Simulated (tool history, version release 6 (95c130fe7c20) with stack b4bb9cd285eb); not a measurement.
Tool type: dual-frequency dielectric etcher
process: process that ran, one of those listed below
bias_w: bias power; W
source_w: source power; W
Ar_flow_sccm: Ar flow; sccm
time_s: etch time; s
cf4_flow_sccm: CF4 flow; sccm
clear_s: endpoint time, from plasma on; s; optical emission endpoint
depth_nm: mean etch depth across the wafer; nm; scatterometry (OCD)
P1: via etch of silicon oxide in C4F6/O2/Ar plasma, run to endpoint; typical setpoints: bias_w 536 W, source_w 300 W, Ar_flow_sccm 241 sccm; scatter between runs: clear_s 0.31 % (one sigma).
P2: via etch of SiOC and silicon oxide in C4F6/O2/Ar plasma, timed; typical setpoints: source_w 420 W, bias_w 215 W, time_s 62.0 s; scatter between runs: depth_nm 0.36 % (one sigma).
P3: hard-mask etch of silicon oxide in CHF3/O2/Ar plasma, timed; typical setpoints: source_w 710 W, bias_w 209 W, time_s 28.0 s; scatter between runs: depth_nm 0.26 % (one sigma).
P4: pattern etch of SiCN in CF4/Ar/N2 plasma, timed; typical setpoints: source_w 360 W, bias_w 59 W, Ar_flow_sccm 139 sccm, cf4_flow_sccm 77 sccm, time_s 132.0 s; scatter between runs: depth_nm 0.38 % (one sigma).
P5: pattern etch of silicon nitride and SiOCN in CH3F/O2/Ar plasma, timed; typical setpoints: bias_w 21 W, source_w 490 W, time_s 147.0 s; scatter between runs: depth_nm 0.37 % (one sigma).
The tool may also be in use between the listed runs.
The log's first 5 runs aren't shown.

run   hour  process  bias_w  source_w  Ar_flow_sccm  time_s  cf4_flow_sccm  hours since the last wet clean  hours since the last bias power generator calibration  hours since the last source power generator calibration  hours since the last Ar flow controller change  clear_s  depth_nm
  6   58.2       P1     536       300           241                                                  409.1                                                  594.4                                                    924.7                                          2933.0   39.889
  7   63.9       P1     694       300           241                                                  414.8                                                  600.1                                                    930.4                                          2938.7   36.149
  8   69.5       P5      21       490                  88.0                                          420.4                                                  605.7                                                    936.0                                          2944.3             12.122
  9   80.6       P4      35       360           139   132.0             77                           431.5                                                  616.8                                                    947.1                                          2955.4             75.356
 10   85.8       P3     209       710                  39.5                                          436.7                                                  622.0                                                    952.3                                          2960.6             87.523
 11   94.3       P5      21       650                 147.0                                          445.2                                                  630.5                                                    960.8                                          2969.1             22.453
 12  101.7       P1     666       300           181                                                  452.6                                                  637.9                                                    968.2                                          2976.5   35.426
 13  109.4       P4      59       360           174   132.0             77                           460.3                                                  645.6                                                    975.9                                          2984.2             86.383
 14  117.2       P1     348       300           241                                                  468.1                                                  653.4                                                    983.7                                          2992.0   47.081
 15  128.2       P1     536       300           241                                                  479.1                                                  664.4                                                    994.7                                          3003.0   39.914
 16  134.1       P1     536       300           241                                                  485.0                                                  670.3                                                   1000.6                                          3008.9   39.719
 17  141.4       P4      59       360           139   132.0             77                           492.3                                                  677.6                                                   1007.9                                          3016.2             89.714
 18  148.2       P5      25       490                 147.0                                          499.1                                                  684.4                                                   1014.7                                          3023.0             21.905
 19  156.6       P4      59       360           139   132.0             91                           507.5                                                  692.8                                                   1023.1                                          3031.4             92.372
 20  163.0       P1     536       300           327                                                  513.9                                                  699.2                                                   1029.5                                          3037.8   41.251
 21  174.1       P2     127       420                  62.0                                          525.0                                                  710.3                                                   1040.6                                          3048.9             64.726
 22  181.1       P2     215       420                  48.5                                          532.0                                                  717.3                                                   1047.6                                          3055.9             60.086
 23  189.2       P1     536       230           241                                                  540.1                                                  725.4                                                   1055.7                                          3064.0   43.846

Run 24 is up next; what results do you expect?
 24  195.2       P1     736       300           200                                                  546.1                                                  731.4                                                   1061.7                                          3070.0        ?

{"run 24": {"clear_s": 34.457}}
